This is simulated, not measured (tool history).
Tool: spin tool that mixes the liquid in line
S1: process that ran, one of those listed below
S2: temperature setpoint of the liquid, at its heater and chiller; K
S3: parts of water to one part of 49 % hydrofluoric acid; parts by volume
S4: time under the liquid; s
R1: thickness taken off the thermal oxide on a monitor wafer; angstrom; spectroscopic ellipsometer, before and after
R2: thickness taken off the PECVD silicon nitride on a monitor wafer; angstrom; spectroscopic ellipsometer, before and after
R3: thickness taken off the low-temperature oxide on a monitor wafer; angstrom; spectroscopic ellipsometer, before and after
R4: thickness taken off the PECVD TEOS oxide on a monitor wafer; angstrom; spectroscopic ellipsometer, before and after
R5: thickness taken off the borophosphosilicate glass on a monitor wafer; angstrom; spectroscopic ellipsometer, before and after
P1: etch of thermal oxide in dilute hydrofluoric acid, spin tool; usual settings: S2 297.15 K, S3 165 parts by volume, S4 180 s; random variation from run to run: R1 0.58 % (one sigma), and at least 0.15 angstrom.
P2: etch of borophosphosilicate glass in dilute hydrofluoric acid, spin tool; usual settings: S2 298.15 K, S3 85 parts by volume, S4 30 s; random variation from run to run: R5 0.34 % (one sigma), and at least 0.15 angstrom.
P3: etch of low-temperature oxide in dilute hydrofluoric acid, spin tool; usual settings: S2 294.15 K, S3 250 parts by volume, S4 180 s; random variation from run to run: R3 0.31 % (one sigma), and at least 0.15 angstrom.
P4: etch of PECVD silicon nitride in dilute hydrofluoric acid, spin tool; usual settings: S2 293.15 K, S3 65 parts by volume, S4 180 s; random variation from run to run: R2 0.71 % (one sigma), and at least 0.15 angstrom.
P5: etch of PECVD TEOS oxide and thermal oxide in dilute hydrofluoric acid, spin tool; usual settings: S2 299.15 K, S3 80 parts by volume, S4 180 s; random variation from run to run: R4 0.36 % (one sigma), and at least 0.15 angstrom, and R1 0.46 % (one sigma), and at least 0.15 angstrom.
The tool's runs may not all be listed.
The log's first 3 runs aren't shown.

run	hour	S1	S2	S3	S4	R1	R2	R3	R4	R5
4	31.4	P3	294.15	250	15			11.036		
5	40.5	P5	299.15	30	180	337.6600			976.62	
6	45.3	P4	293.15	65	180		36.661			
7	55.2	P5	299.15	80	315	208.7800			600.85	
8	60.4	P1	297.15	165	15	3.8834				
# hour 65.8: hydrofluoric acid flow meter replaced
9	68.0	P1	304.15	165	180	59.9410				
10	73.5	P4	293.15	65	290		57.951			
11	81.9	P2	298.15	85	30					204.32
12	89.6	P3	294.15	390	180			72.825		
13	94.2	P1	291.15	165	180	36.3480				
14	98.5	P5	299.15	80	180	118.0600			341.60	
15	103.7	P2	298.15	40	30					461.99
16	109.6	P3	299.15	250	180			155.060		
17	116.8	P1	297.15	235	180	30.0810				
18	125.7	P2	292.65	85	30					163.76
19	133.2	P1	297.15	30	180	297.5800				
20	142.1	P2	298.15	85	50					340.30
21	149.7	P5	305.65	80	180	152.9400			438.04	

Forecast run 22:
22	156.3	P1	297.15	165	180	?				

Run 22 gave R1 46.0440 angstrom.
